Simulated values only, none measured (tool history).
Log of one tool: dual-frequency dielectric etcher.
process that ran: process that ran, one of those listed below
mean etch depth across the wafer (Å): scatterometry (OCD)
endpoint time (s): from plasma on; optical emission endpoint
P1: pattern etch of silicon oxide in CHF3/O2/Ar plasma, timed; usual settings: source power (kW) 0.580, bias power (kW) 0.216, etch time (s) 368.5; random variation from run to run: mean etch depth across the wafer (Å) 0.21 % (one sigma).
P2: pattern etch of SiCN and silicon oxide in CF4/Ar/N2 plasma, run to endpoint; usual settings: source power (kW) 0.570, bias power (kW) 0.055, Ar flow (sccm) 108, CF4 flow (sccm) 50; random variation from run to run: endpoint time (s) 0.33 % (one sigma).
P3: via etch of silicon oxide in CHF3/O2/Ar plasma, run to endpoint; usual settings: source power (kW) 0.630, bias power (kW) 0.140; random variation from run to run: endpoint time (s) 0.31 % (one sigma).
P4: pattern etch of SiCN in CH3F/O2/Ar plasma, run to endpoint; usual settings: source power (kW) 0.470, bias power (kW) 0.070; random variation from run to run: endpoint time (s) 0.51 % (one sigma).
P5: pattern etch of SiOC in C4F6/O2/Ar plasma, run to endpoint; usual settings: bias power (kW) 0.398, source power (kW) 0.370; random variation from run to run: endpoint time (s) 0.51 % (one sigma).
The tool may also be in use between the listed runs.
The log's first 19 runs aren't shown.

run	hour	process that ran	source power (kW)	bias power (kW)	etch time (s)	Ar flow (sccm)	CF4 flow (sccm)	hours since the last wet clean	hours since the last source power generator calibration	hours since the last bias power generator calibration	mean etch depth across the wafer (Å)	endpoint time (s)
20	95.2	P1	0.580	0.216	368.5			228.6	1414.6	23.5	7503.5	
21	101.0	P5	0.370	0.398				234.4	1420.4	29.3		17.637
22	104.1	P5	0.260	0.398				237.5	1423.5	32.4		20.031
23	110.2	P1	0.580	0.138	517.5			243.6	1429.6	38.5	9101.7	
24	115.4	P1	0.580	0.216	202.5			248.8	1434.8	43.7	4109.4	
25	119.6	P1	0.580	0.216	511.0			253.0	1439.0	47.9	10364.0	
26	123.3	P1	0.580	0.268	440.0			256.7	1442.7	51.6	9692.6	
27	128.0	P3	0.630	0.140				261.4	1447.4	56.3		251.080
28	133.3	P1	0.580	0.216	368.5			266.7	1452.7	61.6	7488.8	
29	138.3	P1	0.360	0.216	368.5			271.7	1457.7	66.6	6293.1	
30	142.2	P1	0.730	0.216	368.5			275.6	1461.6	70.5	8202.3	
31	146.7	P1	0.580	0.216	368.5			280.1	1466.1	75.0	7513.2	

The next listed run, before its measurement:
32	150.1	P1	0.580	0.216	368.5			283.5	1469.5	78.4	?	

{"run 32": {"mean etch depth across the wafer (Å)": 7455.1}}

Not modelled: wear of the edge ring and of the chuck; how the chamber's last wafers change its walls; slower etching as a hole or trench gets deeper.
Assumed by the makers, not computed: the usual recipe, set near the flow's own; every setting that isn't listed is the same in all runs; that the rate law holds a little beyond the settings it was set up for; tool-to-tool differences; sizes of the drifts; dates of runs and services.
